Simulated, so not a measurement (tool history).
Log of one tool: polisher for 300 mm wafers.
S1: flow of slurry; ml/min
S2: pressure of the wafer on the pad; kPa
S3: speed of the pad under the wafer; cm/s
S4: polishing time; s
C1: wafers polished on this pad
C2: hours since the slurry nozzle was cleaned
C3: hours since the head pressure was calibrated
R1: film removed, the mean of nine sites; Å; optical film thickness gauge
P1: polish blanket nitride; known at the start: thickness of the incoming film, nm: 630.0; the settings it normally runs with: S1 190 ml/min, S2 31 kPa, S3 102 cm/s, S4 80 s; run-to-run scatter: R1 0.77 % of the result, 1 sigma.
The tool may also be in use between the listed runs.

Run 1, hour 3.2: S1 190 ml/min, S2 31 kPa, S3 102 cm/s, S4 80 s; C1 532; C2 126; C3 343.5. Result: R1 1869.8 Å.
Run 2, hour 8.6: S1 190 ml/min, S2 46.9 kPa, S3 102 cm/s, S4 80 s; C1 566; C2 131.4; C3 348.9. Result: R1 2812.5 Å.
Run 3, hour 12.2: S1 190 ml/min, S2 31 kPa, S3 152 cm/s, S4 80 s; C1 589; C2 135; C3 352.5. Result: R1 2566.8 Å.
Run 4, hour 16.1: S1 190 ml/min, S2 31 kPa, S3 102 cm/s, S4 80 s; C1 614; C2 138.9; C3 356.4. Result: R1 1854.7 Å.
Run 5, hour 19.1: S1 190 ml/min, S2 22.1 kPa, S3 102 cm/s, S4 80 s; C1 633; C2 141.9; C3 359.4. Result: R1 1320.3 Å.
Run 6, hour 24.1: S1 190 ml/min, S2 31 kPa, S3 102 cm/s, S4 80 s; C1 664; C2 146.9; C3 364.4. Result: R1 1864.5 Å.
Run 7, hour 27.4: S1 190 ml/min, S2 31 kPa, S3 102 cm/s, S4 80 s; C1 685; C2 150.2; C3 367.7. Result: R1 1871 Å.
Run 8, hour 33.1: S1 190 ml/min, S2 46.2 kPa, S3 144 cm/s, S4 80 s; C1 722; C2 155.9; C3 373.4. Result: R1 3650 Å.
Run 9, hour 36.8: S1 245 ml/min, S2 31 kPa, S3 102 cm/s, S4 80 s; C1 745; C2 159.6; C3 377.1. Result: R1 1964.6 Å.
Run 10, hour 42.4: S1 190 ml/min, S2 31 kPa, S3 102 cm/s, S4 36 s; C1 781; C2 165.2; C3 382.7. Result: R1 842.42 Å.
Run 11, hour 46.7: S1 115 ml/min, S2 31 kPa, S3 102 cm/s, S4 80 s; C1 808; C2 169.5; C3 387. Result: R1 1708.1 Å.
Run 12, hour 51.5: S1 190 ml/min, S2 31 kPa, S3 102 cm/s, S4 80 s; C1 839; C2 174.3; C3 391.8. Result: R1 1877.7 Å.
Run 13, hour 57.8: S1 190 ml/min, S2 31 kPa, S3 102 cm/s, S4 110 s; C1 879; C2 180.6; C3 398.1. Result: R1 2559 Å.
Run 14, hour 64.1: S1 190 ml/min, S2 39.3 kPa, S3 102 cm/s, S4 61 s; C1 919; C2 186.9; C3 404.4. Result: R1 1805.5 Å.
Run 15, hour 69.5: S1 190 ml/min, S2 31 kPa, S3 72 cm/s, S4 80 s; C1 953; C2 192.3; C3 409.8. Result: R1 1413.4 Å.
Run 16, hour 75.8: S1 190 ml/min, S2 31 kPa, S3 102 cm/s, S4 80 s; C1 993; C2 198.6; C3 416.1. Result: R1 1861.3 Å.
Run 17, hour 81.8: S1 190 ml/min, S2 31 kPa, S3 102 cm/s, S4 80 s; C1 1031; C2 204.6; C3 422.1. Result: R1 1869.9 Å.
Run 18, hour 85.2: S1 190 ml/min, S2 31 kPa, S3 102 cm/s, S4 80 s; C1 1053; C2 208; C3 425.5. Result: R1 1822.7 Å.
Run 19, hour 90.6: S1 190 ml/min, S2 31 kPa, S3 102 cm/s, S4 80 s; C1 1087; C2 213.4; C3 430.9. Result: R1 1794.4 Å.
Run 20, hour 94.2: S1 190 ml/min, S2 31 kPa, S3 102 cm/s, S4 80 s; C1 1110; C2 217; C3 434.5. Result: R1 1771.5 Å.
At hour 97.7: worn pad replaced by a new one.
Run 21, hour 99.8: S1 190 ml/min, S2 31 kPa, S3 102 cm/s, S4 80 s; C1 13; C2 222.6; C3 440.1. Result: R1 1739.1 Å.
Run 22, hour 105.9: S1 190 ml/min, S2 31 kPa, S3 102 cm/s, S4 80 s; C1 52; C2 228.7; C3 446.2. Result: R1 1755.9 Å.
Run 23, hour 109.2: S1 190 ml/min, S2 31 kPa, S3 102 cm/s, S4 80 s; C1 73; C2 232; C3 449.5. Result: R1 1757 Å.
Run 24, hour 114.6: S1 190 ml/min, S2 31 kPa, S3 102 cm/s, S4 80 s; C1 107; C2 237.4; C3 454.9. Result: R1 1766.1 Å.

What P1 gives has crept away from where it was. These 2 causes fit the log equally well, each at the size given:
A: slurry flow missing at the pad, % = 35.3
B: head's pressure below its setpoint, % = 7.14
Creep in the process output first set in at about hour 81.8.
All other causes, with the reason each is excluded:
removal rate lost through wear of the pad, %: its service at hour 97.7 followed the start of the drift and did not put the process back to its old value

You are offered 4 check runs, listed below with question marks in place of their results; each one averages 2 wafers. Which run separates the listed causes by giving clearly different results for each?
Run check 1, hour 120: S1 190 ml/min, S2 22.8 kPa, S3 102 cm/s, S4 60 s. Result: R1 ?.
Run check 2, hour 120: S1 120 ml/min, S2 31 kPa, S3 102 cm/s, S4 80 s. Result: R1 ?.
Run check 3, hour 120: S1 190 ml/min, S2 31 kPa, S3 136 cm/s, S4 80 s. Result: R1 ?.
Run check 4, hour 120: S1 190 ml/min, S2 31 kPa, S3 102 cm/s, S4 99 s. Result: R1 ?.

Check results expected under each cause:
  check  result    if A    if B
check 1      R1  956.45  956.53
check 2      R1  1546.6  1606.7
check 3      R1    2189  2189.2
check 4      R1    2152  2152.2
Distance between the nearest two causes, measured in the result of the check that separates them most: check 1 0.01 %; check 2 3.81 %; check 3 0.01 %; check 4 0.01 %
The causes can be told apart only by check 2. The other checks would give nearly the same results under each of them.

With check 2 done, the readings were: R1 1624 Å. Identify which of the listed causes applies.

The correct cause is B, namely: head's pressure below its setpoint, %.

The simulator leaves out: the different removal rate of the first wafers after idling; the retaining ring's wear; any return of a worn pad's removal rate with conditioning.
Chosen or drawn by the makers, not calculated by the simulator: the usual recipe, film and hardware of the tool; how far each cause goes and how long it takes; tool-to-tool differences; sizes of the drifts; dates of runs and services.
